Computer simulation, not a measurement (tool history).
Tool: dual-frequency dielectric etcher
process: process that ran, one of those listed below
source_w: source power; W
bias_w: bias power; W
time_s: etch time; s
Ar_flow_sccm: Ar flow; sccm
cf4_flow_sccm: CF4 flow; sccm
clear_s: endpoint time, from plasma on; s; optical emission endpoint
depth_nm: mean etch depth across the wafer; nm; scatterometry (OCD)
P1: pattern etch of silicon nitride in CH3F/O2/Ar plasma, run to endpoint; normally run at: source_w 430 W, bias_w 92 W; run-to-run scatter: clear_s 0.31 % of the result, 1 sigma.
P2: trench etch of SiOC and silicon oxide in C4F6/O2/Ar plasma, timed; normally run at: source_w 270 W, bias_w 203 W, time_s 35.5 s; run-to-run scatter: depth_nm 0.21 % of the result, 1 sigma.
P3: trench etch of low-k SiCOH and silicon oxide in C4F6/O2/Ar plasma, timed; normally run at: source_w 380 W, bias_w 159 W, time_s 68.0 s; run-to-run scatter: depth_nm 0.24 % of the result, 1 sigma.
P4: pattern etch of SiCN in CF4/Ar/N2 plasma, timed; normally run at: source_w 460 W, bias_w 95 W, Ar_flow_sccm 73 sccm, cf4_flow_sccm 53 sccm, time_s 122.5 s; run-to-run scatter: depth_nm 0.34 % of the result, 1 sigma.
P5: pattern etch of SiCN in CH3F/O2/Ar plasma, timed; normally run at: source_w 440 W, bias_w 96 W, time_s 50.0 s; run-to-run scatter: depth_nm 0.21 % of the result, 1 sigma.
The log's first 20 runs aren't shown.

{"run": 21, "hour": 158.1, "process": "P2", "source_w": 270, "bias_w": 203, "time_s": 35.5, "depth_nm": 61.915}
{"run": 22, "hour": 164.3, "process": "P4", "source_w": 460, "bias_w": 95, "time_s": 89.0, "Ar_flow_sccm": 73, "cf4_flow_sccm": 53, "depth_nm": 87.194}
{"run": 23, "hour": 173.7, "process": "P1", "source_w": 430, "bias_w": 61, "clear_s": 39.494}
{"run": 24, "hour": 179.8, "process": "P4", "source_w": 460, "bias_w": 95, "time_s": 122.5, "Ar_flow_sccm": 73, "cf4_flow_sccm": 74, "depth_nm": 124.71}
{"run": 25, "hour": 188.8, "process": "P2", "source_w": 270, "bias_w": 125, "time_s": 35.5, "depth_nm": 52.956}
{"run": 26, "hour": 199.3, "process": "P2", "source_w": 270, "bias_w": 203, "time_s": 27.0, "depth_nm": 46.94}
{"run": 27, "hour": 207.3, "process": "P1", "source_w": 550, "bias_w": 60, "clear_s": 36.256}
{"run": 28, "hour": 213.3, "process": "P4", "source_w": 460, "bias_w": 95, "time_s": 122.5, "Ar_flow_sccm": 101, "cf4_flow_sccm": 53, "depth_nm": 114.33}
{"run": 29, "hour": 223.9, "process": "P1", "source_w": 430, "bias_w": 92, "clear_s": 34.247}
{"run": 30, "hour": 233.3, "process": "P1", "source_w": 430, "bias_w": 92, "clear_s": 34.393}
{"run": 31, "hour": 244.0, "process": "P3", "source_w": 380, "bias_w": 159, "time_s": 68.0, "depth_nm": 208.27}
{"run": 32, "hour": 250.8, "process": "P3", "source_w": 380, "bias_w": 159, "time_s": 88.5, "depth_nm": 270.88}
{"run": 33, "hour": 259.9, "process": "P5", "source_w": 560, "bias_w": 96, "time_s": 50.0, "depth_nm": 23.953}
{"run": 34, "hour": 269.8, "process": "P1", "source_w": 430, "bias_w": 128, "clear_s": 30.334}
{"run": 35, "hour": 276.4, "process": "P1", "source_w": 430, "bias_w": 92, "clear_s": 34.312}
{"run": 36, "hour": 286.7, "process": "P1", "source_w": 430, "bias_w": 92, "clear_s": 33.997}
{"run": 37, "hour": 297.1, "process": "P1", "source_w": 430, "bias_w": 92, "clear_s": 33.772}
{"run": 38, "hour": 302.2, "process": "P1", "source_w": 430, "bias_w": 92, "clear_s": 33.798}
{"run": 39, "hour": 307.4, "process": "P1", "source_w": 430, "bias_w": 92, "clear_s": 33.862}

The next listed run, before its measurement:
{"run": 40, "hour": 316.1, "process": "P1", "source_w": 430, "bias_w": 92, "clear_s": "?"}

clear_s: 33.720 s

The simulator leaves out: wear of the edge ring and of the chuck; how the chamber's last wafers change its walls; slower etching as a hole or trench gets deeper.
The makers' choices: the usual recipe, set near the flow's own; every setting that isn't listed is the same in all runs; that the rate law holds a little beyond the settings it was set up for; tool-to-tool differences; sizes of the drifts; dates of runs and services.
